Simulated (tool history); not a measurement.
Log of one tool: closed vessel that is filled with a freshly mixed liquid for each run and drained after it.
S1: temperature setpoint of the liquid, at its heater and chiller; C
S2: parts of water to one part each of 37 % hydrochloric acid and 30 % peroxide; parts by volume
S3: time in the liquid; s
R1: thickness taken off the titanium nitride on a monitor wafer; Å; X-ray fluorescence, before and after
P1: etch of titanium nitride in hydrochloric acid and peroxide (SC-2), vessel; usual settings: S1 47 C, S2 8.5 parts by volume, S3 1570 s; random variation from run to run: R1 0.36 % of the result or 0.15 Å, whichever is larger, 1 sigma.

run 1 hour=3.5 | S1=47 S2=8.5 S3=1570 | R1=316.78
run 2 hour=6.9 | S1=47 S2=4 S3=2635 | R1=932.22
-- hour=9.4 chemicals flow meter replaced
run 3 hour=10.8 | S1=47 S2=8.5 S3=1570 | R1=317.3
run 4 hour=16 | S1=47 S2=8.5 S3=1570 | R1=314.89
run 5 hour=18.7 | S1=47 S2=8.5 S3=2980 | R1=596.19
run 6 hour=23.9 | S1=47 S2=8.5 S3=110 | R1=22.062
run 7 hour=27.9 | S1=47 S2=8.5 S3=1570 | R1=315.16
run 8 hour=31.8 | S1=35 S2=8.5 S3=1570 | R1=135.07
run 9 hour=35.2 | S1=47 S2=14 S3=1570 | R1=207.31
run 10 hour=39.1 | S1=47 S2=8.5 S3=1570 | R1=316.01
run 11 hour=41.9 | S1=63.5 S2=8.5 S3=1570 | R1=915.29
-- hour=44.6 new drum of peroxide connected
run 12 hour=44.7 | S1=47 S2=4 S3=1570 | R1=554.03
run 13 hour=48.4 | S1=47 S2=8.5 S3=1570 | R1=315.99
run 14 hour=51.7 | S1=47 S2=8.5 S3=1570 | R1=314.81
run 15 hour=55.4 | S1=47 S2=8.5 S3=1570 | R1=325.05
run 16 hour=58.6 | S1=47 S2=8.5 S3=1570 | R1=330.21
run 17 hour=62.4 | S1=47 S2=8.5 S3=1570 | R1=333.98
run 18 hour=67.4 | S1=47 S2=8.5 S3=1570 | R1=337.84
run 19 hour=71.2 | S1=47 S2=8.5 S3=1570 | R1=340.39

The next listed run, before its measurement:
run 20 hour=74.4 | S1=47 S2=8.5 S3=1570 | R1=?

Run 20 gave R1 341.23 Å.
